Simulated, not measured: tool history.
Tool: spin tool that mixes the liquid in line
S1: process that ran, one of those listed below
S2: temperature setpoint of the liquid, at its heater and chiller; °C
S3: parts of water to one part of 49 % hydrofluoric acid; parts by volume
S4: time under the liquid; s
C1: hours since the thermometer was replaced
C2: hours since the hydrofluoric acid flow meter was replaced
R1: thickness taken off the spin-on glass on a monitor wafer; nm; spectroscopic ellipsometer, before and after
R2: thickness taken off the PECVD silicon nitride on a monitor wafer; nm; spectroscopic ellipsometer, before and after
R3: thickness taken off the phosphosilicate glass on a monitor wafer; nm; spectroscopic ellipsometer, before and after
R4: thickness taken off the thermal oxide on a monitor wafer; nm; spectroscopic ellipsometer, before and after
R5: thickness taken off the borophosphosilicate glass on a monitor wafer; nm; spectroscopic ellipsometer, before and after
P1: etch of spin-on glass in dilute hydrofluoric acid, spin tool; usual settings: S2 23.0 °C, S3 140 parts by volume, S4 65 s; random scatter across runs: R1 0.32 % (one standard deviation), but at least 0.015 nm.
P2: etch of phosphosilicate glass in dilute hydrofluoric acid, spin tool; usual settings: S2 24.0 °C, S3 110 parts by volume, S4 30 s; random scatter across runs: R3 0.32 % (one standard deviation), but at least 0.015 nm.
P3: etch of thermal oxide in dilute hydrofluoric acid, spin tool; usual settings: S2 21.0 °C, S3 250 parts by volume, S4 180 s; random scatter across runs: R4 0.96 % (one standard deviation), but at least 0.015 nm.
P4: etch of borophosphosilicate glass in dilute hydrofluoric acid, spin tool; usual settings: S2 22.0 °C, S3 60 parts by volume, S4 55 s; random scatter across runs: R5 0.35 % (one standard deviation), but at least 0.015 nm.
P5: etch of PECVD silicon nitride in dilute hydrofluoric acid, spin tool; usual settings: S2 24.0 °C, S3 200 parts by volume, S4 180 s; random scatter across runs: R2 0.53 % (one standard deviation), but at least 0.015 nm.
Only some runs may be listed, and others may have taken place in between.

run	hour	S1	S2	S3	S4	C1	C2	R1	R2	R3	R4	R5
1	11.0	P1	23.0	140	65	1325.6	464.4	9.4675				
2	23.5	P1	23.0	140	95	1338.1	476.9	13.9210				
3	32.7	P1	23.0	140	65	1347.3	486.1	9.4499				
4	44.6	P1	23.0	45	65	1359.2	498.0	33.1900				
5	53.9	P1	17.0	140	15	1368.5	507.3	1.7226				
6	64.7	P1	17.0	140	65	1379.3	518.1	7.4829				
7	72.4	P5	24.0	120	180	1387.0	525.8		8.2329			
8	82.5	P2	30.5	110	30	1397.1	535.9			73.060		
9	93.2	P1	27.0	140	65	1407.8	546.6	11.0680				
10	103.2	P3	21.0	250	180	1417.8	556.6				2.5556	
11	116.1	P1	23.0	140	65	1430.7	569.5	9.5193				
12	124.4	P1	23.0	140	25	1439.0	577.8	3.6180				
13	134.3	P5	30.0	200	180	1448.9	587.7		7.1480			
14	141.1	P1	23.0	70	100	1455.7	594.5	31.5820				
15	151.3	P4	22.0	60	55	1465.9	604.7					23.699
16	163.7	P3	21.0	250	180	1478.3	617.1				2.5810	
17	171.4	P1	23.0	40	15	1486.0	624.8	8.6624				
18	182.5	P4	22.0	110	55	1497.1	635.9					12.045
19	190.0	P1	23.0	140	65	1504.6	643.4	9.4929				
20	197.0	P1	23.0	140	65	1511.6	650.4	9.4131				
21	206.1	P2	24.0	150	30	1520.7	659.5			39.731		
22	219.0	P4	22.0	60	110	1533.6	672.4					46.799
23	228.9	P5	24.0	200	340	1543.5	682.3		9.2595			
24	236.8	P3	21.0	250	355	1551.4	690.2				5.1153	
25	248.3	P2	24.0	110	30	1562.9	701.7			56.699		
26	259.0	P1	23.0	195	65	1573.6	712.4	6.4433				
27	265.3	P1	23.0	140	65	1579.9	718.7	9.4931				
28	274.8	P1	23.0	140	65	1589.4	728.2	9.4686				
29	284.7	P3	17.0	250	180	1599.3	738.1				2.1795	
30	290.4	P4	30.0	60	55	1605.0	743.8					32.562

Forecast run 31:
31	300.0	P2	24.0	110	30	1614.6	753.4			?		

{"run 31": {"R3": 57.26}}
